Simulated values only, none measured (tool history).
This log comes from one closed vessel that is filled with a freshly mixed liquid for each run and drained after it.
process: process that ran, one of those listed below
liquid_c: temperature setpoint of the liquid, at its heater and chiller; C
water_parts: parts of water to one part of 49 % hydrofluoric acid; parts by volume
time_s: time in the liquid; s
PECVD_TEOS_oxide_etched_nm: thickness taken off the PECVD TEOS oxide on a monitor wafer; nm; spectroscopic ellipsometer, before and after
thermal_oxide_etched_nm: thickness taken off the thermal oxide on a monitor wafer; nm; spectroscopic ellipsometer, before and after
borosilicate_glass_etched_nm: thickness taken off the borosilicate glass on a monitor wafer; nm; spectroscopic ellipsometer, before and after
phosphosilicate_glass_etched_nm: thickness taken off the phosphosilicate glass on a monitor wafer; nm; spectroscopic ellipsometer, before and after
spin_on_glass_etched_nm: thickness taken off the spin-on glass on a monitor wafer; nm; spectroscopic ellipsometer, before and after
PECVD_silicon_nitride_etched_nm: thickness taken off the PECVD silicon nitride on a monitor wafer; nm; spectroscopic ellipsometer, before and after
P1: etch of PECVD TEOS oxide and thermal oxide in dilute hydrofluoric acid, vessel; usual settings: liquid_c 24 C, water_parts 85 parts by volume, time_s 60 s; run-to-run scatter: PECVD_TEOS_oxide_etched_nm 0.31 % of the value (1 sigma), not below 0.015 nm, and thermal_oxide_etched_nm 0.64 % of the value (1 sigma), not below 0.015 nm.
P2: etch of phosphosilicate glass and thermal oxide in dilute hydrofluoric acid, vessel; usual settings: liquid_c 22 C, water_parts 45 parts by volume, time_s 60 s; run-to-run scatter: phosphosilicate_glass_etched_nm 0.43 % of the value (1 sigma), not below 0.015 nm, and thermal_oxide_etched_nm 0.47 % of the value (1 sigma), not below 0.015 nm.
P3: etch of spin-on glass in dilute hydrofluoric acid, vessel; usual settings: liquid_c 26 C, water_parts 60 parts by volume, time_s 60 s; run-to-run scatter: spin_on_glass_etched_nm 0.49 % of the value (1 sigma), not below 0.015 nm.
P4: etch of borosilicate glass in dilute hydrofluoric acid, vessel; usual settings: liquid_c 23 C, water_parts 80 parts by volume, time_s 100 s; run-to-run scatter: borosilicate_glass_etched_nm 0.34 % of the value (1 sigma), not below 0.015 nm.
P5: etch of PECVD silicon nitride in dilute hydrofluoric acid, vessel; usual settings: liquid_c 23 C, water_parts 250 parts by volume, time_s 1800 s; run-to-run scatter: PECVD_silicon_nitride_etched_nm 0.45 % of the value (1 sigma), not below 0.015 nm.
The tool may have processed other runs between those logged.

run   hour  process  liquid_c  water_parts  time_s  hours since the thermometer was replaced  hours since the hydrofluoric acid flow meter was replaced  PECVD_TEOS_oxide_etched_nm  thermal_oxide_etched_nm  borosilicate_glass_etched_nm  phosphosilicate_glass_etched_nm  spin_on_glass_etched_nm  PECVD_silicon_nitride_etched_nm
  1    7.4       P1        24           85      60                                    2092.4                                                        486                      12.404                   3.3752
  2   12.2       P1      18.5           85      60                                    2097.2                                                      490.8                      9.9136                    2.682
  3     19       P4        23           80      50                                      2104                                                      497.6                                                                             14.906
      23.7  -- thermometer replaced
  4   24.7       P1        30           85     115                                       1.1                                                      503.3                      30.012                   8.1818
  5   31.6       P1        18          135      60                                         8                                                      510.2                      5.8589                   1.5828
  6   38.7       P2        22           20      60                                      15.1                                                      517.3                                               13.796                                                         279.62
  7   45.8       P1        24           20      60                                      22.2                                                      524.4                      57.538                   15.794
  8     53       P1        24           85      60                                      29.4                                                      531.6                      12.503                   3.3756
  9     58       P3        26           60      30                                      34.4                                                      536.6                                                                                                                                       12.328
 10   64.3       P3        26          100      60                                      40.7                                                      542.9                                                                                                                                       14.124
 11   68.9       P5        23          250     225                                      45.3                                                      547.5                                                                                                                                                                        1.4403
 12   73.5       P1        24           85      60                                      49.9                                                      552.1                      12.406                    3.382
 13   80.4       P5        23          440    1800                                      56.8                                                        559                                                                                                                                                                        6.6417
 14   83.6       P1        24           85      85                                        60                                                      562.2                      17.632                   4.8424
 15   88.9       P1        24           85      60                                      65.3                                                      567.5                      12.375                   3.4139
 16   95.6       P5        27          250    1800                                        72                                                      574.2                                                                                                                                                                        14.814
 17   99.4       P4        17           80     100                                      75.8                                                        578                                                                             23.156
 18  106.4       P1        24          150      60                                      82.8                                                        585                      6.5187                   1.7677
 19  111.9       P2        22           45     105                                      88.3                                                      590.5                                               10.352                                                         209.15
 20  116.7       P1        24           85      60                                      93.1                                                      595.3                      12.416                   3.4061
 21  120.6       P4        23          140     100                                        97                                                      599.2                                                                             15.855
 22  124.3       P3        26           60      60                                     100.7                                                      602.9                                                                                                                                       24.569
 23  131.3       P4        23           80     100                                     107.7                                                      609.9                                                                             29.596
 24  136.1       P5        23          250    1800                                     112.5                                                      614.7                                                                                                                                                                        11.455
 25  143.3       P2        22           45      60                                     119.7                                                      621.9                                               5.8628                                                         118.78
 26  150.2       P3        30           60      60                                     126.6                                                      628.8                                                                                                                                       28.854
 27  153.6       P1        24          135     115                                       130                                                      632.2                      14.129                   3.8167
 28  160.2       P2        22           45      60                                     136.6                                                      638.8                                               5.9363                                                         119.06
 29  165.2       P1        32           85      60                                     141.6                                                      643.8                      16.967                   4.5785
 30  169.1       P1        24           85      30                                     145.5                                                      647.7                      6.2507                    1.694
 31  174.3       P2        30           45      60                                     150.7                                                      652.9                                               8.2062                                                         165.63
 32  178.9       P1        24           85      60                                     155.3                                                      657.5                      12.426                   3.4193
 33  183.5       P1        24           85      60                                     159.9                                                      662.1                      12.615                   3.4771
 34  190.5       P1        24           85      60                                     166.9                                                      669.1                      12.934                   3.4873
 35  194.4       P1        24           85      60                                     170.8                                                        673                      12.932                   3.4693
 36  198.6       P1        24           85      60                                       175                                                      677.2                      13.054                   3.5999
 37    203       P1        24           85      60                                     179.4                                                      681.6                      13.007                     3.54
 38  209.3       P1        24           85      60                                     185.7                                                      687.9                      13.081                   3.5701
 39  216.4       P1        24           85      60                                     192.8                                                        695                      13.169                   3.5947
 40  223.7       P1        24           85      60                                     200.1                                                      702.3                      13.243                   3.5825
 41  229.5       P1        24           85      60                                     205.9                                                      708.1                      13.268                   3.5839

What P1 gives has crept away from where it was. These 2 causes fit the log equally well, each at the size given:
A: liquid hotter than its thermometer reads (K) = 1.49
B: hydrofluoric acid flow above the setpoint (%) = 5.5
The process output started creeping at around hour 178.9.

Of the 4 check runs listed below, each run on one wafer and each result written as a question mark, which would let you distinguish the listed causes because they would give clearly different results?
check 1  235.3       P4        23           80     100                                                                                                                                                                                       ?
check 2  235.3       P5        23          250    1800                                                                                                                                                                                                                                                                                  ?
check 3  235.3       P2        22           45      60                                                                                                                                                         ?                                                              ?
check 4  235.3       P3        26           60      60                                                                                                                                                                                                                                                 ?

How each check would come out, cause by cause:
  check                           result    if A    if B
check 1     borosilicate_glass_etched_nm  31.536  31.494
check 2  PECVD_silicon_nitride_etched_nm  12.656   12.16
check 3          thermal_oxide_etched_nm  6.2994  6.2645
check 3  phosphosilicate_glass_etched_nm  127.15  126.45
check 4          spin_on_glass_etched_nm  26.129  26.087
Per check, the gap between the least separated pair of causes, taken in the result that splits them most: check 1 0.13 %; check 2 4 %; check 3 0.56 %; check 4 0.16 %
The other checks would show nearly matching results whichever cause is true, so check 2 is the only one that separates the causes.

After running check 2, the following was obtained: PECVD_silicon_nitride_etched_nm 12.199 nm. Which cause does this point to?

B is the cause: hydrofluoric acid flow above the setpoint (%).
